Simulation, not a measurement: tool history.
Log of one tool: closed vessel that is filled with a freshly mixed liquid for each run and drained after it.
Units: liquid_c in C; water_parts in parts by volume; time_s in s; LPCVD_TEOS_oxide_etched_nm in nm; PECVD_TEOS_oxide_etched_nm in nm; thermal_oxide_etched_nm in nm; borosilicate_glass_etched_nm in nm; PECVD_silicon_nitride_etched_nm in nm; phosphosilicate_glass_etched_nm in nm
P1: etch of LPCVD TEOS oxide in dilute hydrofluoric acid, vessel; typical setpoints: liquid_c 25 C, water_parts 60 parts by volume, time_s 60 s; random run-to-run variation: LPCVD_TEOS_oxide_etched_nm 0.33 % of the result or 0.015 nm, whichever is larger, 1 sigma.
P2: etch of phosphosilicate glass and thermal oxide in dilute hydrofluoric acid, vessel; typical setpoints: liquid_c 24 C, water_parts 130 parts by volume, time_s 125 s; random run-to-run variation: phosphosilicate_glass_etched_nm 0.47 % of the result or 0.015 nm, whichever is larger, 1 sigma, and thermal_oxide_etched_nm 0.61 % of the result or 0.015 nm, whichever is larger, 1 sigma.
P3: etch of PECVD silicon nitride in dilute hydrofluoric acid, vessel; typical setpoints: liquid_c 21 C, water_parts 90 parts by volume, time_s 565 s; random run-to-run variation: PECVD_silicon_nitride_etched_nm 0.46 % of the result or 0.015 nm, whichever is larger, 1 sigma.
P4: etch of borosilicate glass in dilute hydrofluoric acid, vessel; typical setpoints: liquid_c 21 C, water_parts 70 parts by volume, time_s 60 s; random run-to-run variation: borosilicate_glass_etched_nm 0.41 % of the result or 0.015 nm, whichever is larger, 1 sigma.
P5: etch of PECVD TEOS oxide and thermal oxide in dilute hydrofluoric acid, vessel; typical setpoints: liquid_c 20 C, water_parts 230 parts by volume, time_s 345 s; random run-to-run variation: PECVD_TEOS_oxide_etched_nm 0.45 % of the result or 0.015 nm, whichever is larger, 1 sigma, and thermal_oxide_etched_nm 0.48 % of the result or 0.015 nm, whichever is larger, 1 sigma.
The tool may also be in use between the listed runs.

run	hour	process	liquid_c	water_parts	time_s	hours since the thermometer was replaced	hours since the hydrofluoric acid flow meter was replaced	LPCVD_TEOS_oxide_etched_nm	PECVD_TEOS_oxide_etched_nm	thermal_oxide_etched_nm	borosilicate_glass_etched_nm	PECVD_silicon_nitride_etched_nm	phosphosilicate_glass_etched_nm
1	13.7	P1	25	60	60	1256.7	305.7	32.785					
2	29	P5	20	40	345	1272	321		66.213	39.479			
3	42.9	P4	21	70	30	1285.9	334.9				9.7357		
4	51	P3	21	90	1055	1294	343					16.137	
5	62.5	P1	25	60	60	1305.5	354.5	32.601					
6	76.4	P2	19	130	125	1319.4	368.4			3.5329			46.135
7	87.3	P1	25	60	30	1330.3	379.3	16.386					
8	97.1	P2	24	130	125	1340.1	389.1			4.3029			56.008
9	113.5	P5	20	230	345	1356.5	405.5		9.3467	5.6109			
10	126.1	P5	17	230	345	1369.1	418.1		8.3657	4.9992			
11	143.3	P2	24	80	125	1386.3	435.3			7.4844			97.68
12	158.9	P4	29	70	60	1401.9	450.9				26.874		
13	173.9	P2	24	130	125	1416.9	465.9			4.3456			56.848
14	190.1	P2	24	130	240	1433.1	482.1			8.2552			107.39
15	199.7	P1	19	60	30	1442.7	491.7	12.855					
16	210.2	P4	21	70	60	1453.2	502.2				19.681		
17	219.7	P3	17	90	565	1462.7	511.7					6.545	
18	227.8	P1	25	60	60	1470.8	519.8	32.679					
19	238	P1	25	60	60	1481	530	32.765					
20	248.9	P1	25	60	60	1491.9	540.9	32.676					

Run 21 comes next. What will it give?
21	266.6	P4	21	115	60	1509.6	558.6				?		

{"run 21": {"borosilicate_glass_etched_nm": 11.326}}
